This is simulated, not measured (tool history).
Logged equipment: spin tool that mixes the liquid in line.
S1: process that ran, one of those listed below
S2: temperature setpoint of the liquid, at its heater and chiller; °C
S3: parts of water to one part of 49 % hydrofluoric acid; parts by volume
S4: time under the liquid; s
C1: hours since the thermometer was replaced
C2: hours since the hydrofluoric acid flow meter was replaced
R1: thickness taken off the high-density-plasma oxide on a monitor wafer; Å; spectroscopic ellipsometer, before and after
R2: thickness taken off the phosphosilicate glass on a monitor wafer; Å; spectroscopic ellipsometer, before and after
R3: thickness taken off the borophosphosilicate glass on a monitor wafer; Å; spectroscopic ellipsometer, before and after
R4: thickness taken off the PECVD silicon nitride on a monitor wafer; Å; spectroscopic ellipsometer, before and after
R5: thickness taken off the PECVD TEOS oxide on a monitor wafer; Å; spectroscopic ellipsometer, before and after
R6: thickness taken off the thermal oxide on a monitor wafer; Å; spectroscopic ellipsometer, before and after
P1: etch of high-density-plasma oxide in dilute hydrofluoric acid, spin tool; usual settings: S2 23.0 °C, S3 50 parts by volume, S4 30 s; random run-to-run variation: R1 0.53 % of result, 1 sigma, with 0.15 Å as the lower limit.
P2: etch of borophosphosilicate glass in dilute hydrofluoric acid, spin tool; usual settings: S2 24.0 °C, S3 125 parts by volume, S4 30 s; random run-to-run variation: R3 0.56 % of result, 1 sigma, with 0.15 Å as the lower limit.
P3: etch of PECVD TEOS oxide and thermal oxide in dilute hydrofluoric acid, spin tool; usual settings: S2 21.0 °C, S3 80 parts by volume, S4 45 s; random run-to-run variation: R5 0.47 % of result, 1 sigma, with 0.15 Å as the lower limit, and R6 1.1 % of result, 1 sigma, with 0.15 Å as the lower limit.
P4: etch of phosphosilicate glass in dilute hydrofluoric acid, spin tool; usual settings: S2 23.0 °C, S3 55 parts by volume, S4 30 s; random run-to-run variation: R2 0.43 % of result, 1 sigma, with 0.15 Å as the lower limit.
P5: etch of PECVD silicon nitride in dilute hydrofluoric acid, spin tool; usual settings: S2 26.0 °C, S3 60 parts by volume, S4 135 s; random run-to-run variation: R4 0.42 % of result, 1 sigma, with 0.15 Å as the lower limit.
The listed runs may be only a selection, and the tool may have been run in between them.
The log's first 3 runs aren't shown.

run   hour  S1    S2   S3   S4      C1     C2       R1       R2      R3       R4      R5       R6
  4   46.7  P1  23.0   75   30  1241.0  290.1   44.067
  5   59.1  P4  23.0   55   15  1253.4  302.5            542.55
  6   70.0  P1  17.0   50   60  1264.3  313.4  105.620
  7   82.9  P2  24.0  195   30  1277.2  326.3                    59.308
  8   91.9  P1  23.0   50   30  1286.2  335.3   68.477
  9  101.3  P2  24.0  125   30  1295.6  344.7                    98.967
 10  110.8  P5  34.0   60  135  1305.1  354.2                            144.070
 11  117.0  P1  23.0   50   30  1311.3  360.4   67.740
 12  124.6  P4  23.0   55   30  1318.9  368.0           1091.00
 13  137.3  P2  18.5  125   30  1331.6  380.7                    80.919
 14  143.7  P1  23.0   25   30  1338.0  387.1  141.270
 15  151.4  P1  26.5   20   30  1345.7  394.8  204.470
 16  158.0  P4  29.0   55   30  1352.3  401.4           1383.50
 17  167.1  P1  28.5   50   30  1361.4  410.5   85.080
 18  180.9  P5  26.0   60  230  1375.2  424.3                            147.680
 19  192.0  P5  26.0   85  135  1386.3  435.4                             61.103
 20  199.5  P3  21.0   80   15  1393.8  442.9                                      31.12   8.1604
 21  210.9  P5  26.0   60  135  1405.2  454.3                             86.283
 22  217.5  P1  23.0   50   30  1411.8  460.9   68.600
 23  223.4  P1  19.0   50   30  1417.7  466.8   57.807
 24  236.2  P1  23.0   50   15  1430.5  479.6   34.360
 25  249.2  P3  25.5   80   45  1443.5  492.6                                     111.27  29.0100
 26  256.3  P5  26.0   60  135  1450.6  499.7                             86.149
 27  264.7  P1  23.0   50   50  1459.0  508.1  112.410

Expected results for the next run?
 28  276.9  P1  23.0  50  30  1471.2  520.3   ?

Run 28 produced R1 67.876 Å.
